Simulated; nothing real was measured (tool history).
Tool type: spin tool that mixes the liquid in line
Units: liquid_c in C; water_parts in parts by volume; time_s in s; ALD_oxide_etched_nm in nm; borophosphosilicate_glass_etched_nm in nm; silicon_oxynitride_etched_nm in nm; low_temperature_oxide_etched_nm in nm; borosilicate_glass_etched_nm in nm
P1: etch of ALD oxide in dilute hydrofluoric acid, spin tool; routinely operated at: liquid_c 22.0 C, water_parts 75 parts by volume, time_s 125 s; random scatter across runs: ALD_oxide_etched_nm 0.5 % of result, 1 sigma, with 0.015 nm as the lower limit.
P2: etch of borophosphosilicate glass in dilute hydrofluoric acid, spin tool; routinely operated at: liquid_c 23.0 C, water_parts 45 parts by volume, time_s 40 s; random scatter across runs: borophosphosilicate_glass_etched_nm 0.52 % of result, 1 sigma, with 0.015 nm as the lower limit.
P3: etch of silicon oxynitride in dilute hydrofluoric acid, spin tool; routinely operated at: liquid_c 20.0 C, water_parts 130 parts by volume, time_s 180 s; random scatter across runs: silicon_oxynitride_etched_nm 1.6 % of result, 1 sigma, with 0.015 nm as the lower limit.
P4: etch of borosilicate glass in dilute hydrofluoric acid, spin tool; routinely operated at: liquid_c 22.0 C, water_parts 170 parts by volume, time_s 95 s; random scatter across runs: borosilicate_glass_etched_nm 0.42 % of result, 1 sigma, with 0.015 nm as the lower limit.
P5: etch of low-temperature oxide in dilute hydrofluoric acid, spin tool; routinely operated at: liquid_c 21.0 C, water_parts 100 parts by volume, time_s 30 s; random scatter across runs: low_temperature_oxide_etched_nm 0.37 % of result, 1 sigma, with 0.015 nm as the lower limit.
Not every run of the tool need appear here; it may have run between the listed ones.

run	day	process	liquid_c	water_parts	time_s	hours since the thermometer was replaced	hours since the hydrofluoric acid flow meter was replaced	ALD_oxide_etched_nm	borophosphosilicate_glass_etched_nm	silicon_oxynitride_etched_nm	low_temperature_oxide_etched_nm	borosilicate_glass_etched_nm
1	0.483	P1	22.0	75	125	463.8	99.4	19.0100				
2	0.867	P1	22.0	75	190	473.0	108.6	29.1200				
3	1.171	P2	23.0	70	40	480.3	115.9		31.325			
4	1.729	P1	25.5	75	245	493.7	129.3	43.0020				
5	2.088	P2	23.0	45	40	502.3	137.9		50.419			
6	2.662	P1	22.0	110	125	516.1	151.7	12.5330				
7	3.117	P3	20.0	215	180	527.0	162.6			0.91192		
# day 3.408: hydrofluoric acid flow meter replaced
8	3.529	P3	20.0	130	35	536.9	2.9			0.31345		
9	3.862	P1	22.0	75	125	544.9	10.9	18.9250				
10	4.433	P1	22.0	75	125	558.6	24.6	19.1200				
11	5.071	P5	21.0	100	15	573.9	39.9				3.6125	
12	5.692	P3	20.0	130	180	588.8	54.8			1.59800		
13	6.150	P1	22.0	45	15	599.8	65.8	3.9730				
14	6.708	P1	22.0	75	15	613.2	79.2	2.2675				
15	7.092	P2	17.0	45	40	622.4	88.4		39.238			
16	7.554	P1	26.0	75	125	633.5	99.5	22.3220				
17	7.883	P3	25.5	130	180	641.4	107.4			2.06650		
18	8.196	P4	22.0	170	160	648.9	114.9					25.968
19	8.654	P4	22.0	305	95	659.9	125.9					7.506
20	9.008	P1	22.0	20	125	668.4	134.4	75.3370				
21	9.604	P2	23.0	45	80	682.7	148.7		100.350			
22	9.912	P5	21.0	100	30	690.1	156.1				7.2166	
23	10.542	P5	21.0	100	30	705.2	171.2				7.2268	
24	11.092	P4	22.0	170	95	718.4	184.4					15.409
25	11.579	P4	29.5	170	95	730.1	196.1					20.211
26	12.171	P1	22.0	75	125	744.3	210.3	18.9530				
# day 12.588: thermometer replaced
27	12.617	P5	21.0	155	30	0.8	221.0				4.3774	
28	13.208	P1	22.0	130	185	15.0	235.2	15.0380				
29	13.867	P5	26.5	100	30	30.8	251.0				9.0489	
30	14.508	P1	17.0	75	125	46.2	266.4	15.4510				
31	14.804	P1	22.0	75	125	53.3	273.5	19.0590				
32	15.475	P1	22.0	75	125	69.4	289.6	18.2550				
33	15.829	P1	22.0	75	125	77.9	298.1	17.9380				
34	16.454	P1	22.0	75	125	92.9	313.1	17.7040				
35	17.038	P1	22.0	75	125	106.9	327.1	17.4720				
36	17.654	P1	22.0	75	125	121.7	341.9	17.3930				
37	18.308	P1	22.0	75	125	137.4	357.6	17.3440				
38	18.971	P1	22.0	75	125	153.3	373.5	17.2000				
39	19.454	P1	22.0	75	125	164.9	385.1	17.0940				

What P1 gives has crept away from where it was. These 2 causes fit the log equally well, each at the size given:
A: liquid colder than its thermometer reads (K) = 2.39
B: hydrofluoric acid flow below the setpoint (%) = 8.65
The drift started at roughly day 14.804.

Each of the check runs listed below is run on 2 wafers and reports their average, with the results left as question marks. Pick the one under which the possible causes would lead to clearly different results.
check 1	19.938	P2	18.0	45	40				?			
check 2	19.938	P4	22.0	305	95							?
check 3	19.938	P3	25.0	185	180					?		
check 4	19.938	P5	26.0	100	15						?	

Check results expected under each cause:
check	result	if A	if B
check 1	borophosphosilicate_glass_etched_nm	36.940	37.277
check 2	borosilicate_glass_etched_nm	6.8813	6.6727
check 3	silicon_oxynitride_etched_nm	1.21370	1.21810
check 4	low_temperature_oxide_etched_nm	4.0219	3.9875
Per check, the gap between the least separated pair of causes, taken in the result that splits them most: check 1 0.91 %; check 2 3.08 %; check 3 0.36 %; check 4 0.86 %
The other checks would show nearly matching results whichever cause is true, so check 2 is the only one that separates the causes.

After running check 2, the following was obtained: borosilicate_glass_etched_nm 6.9100 nm. Which cause does this point to?

The correct cause is A, namely: liquid colder than its thermometer reads (K).
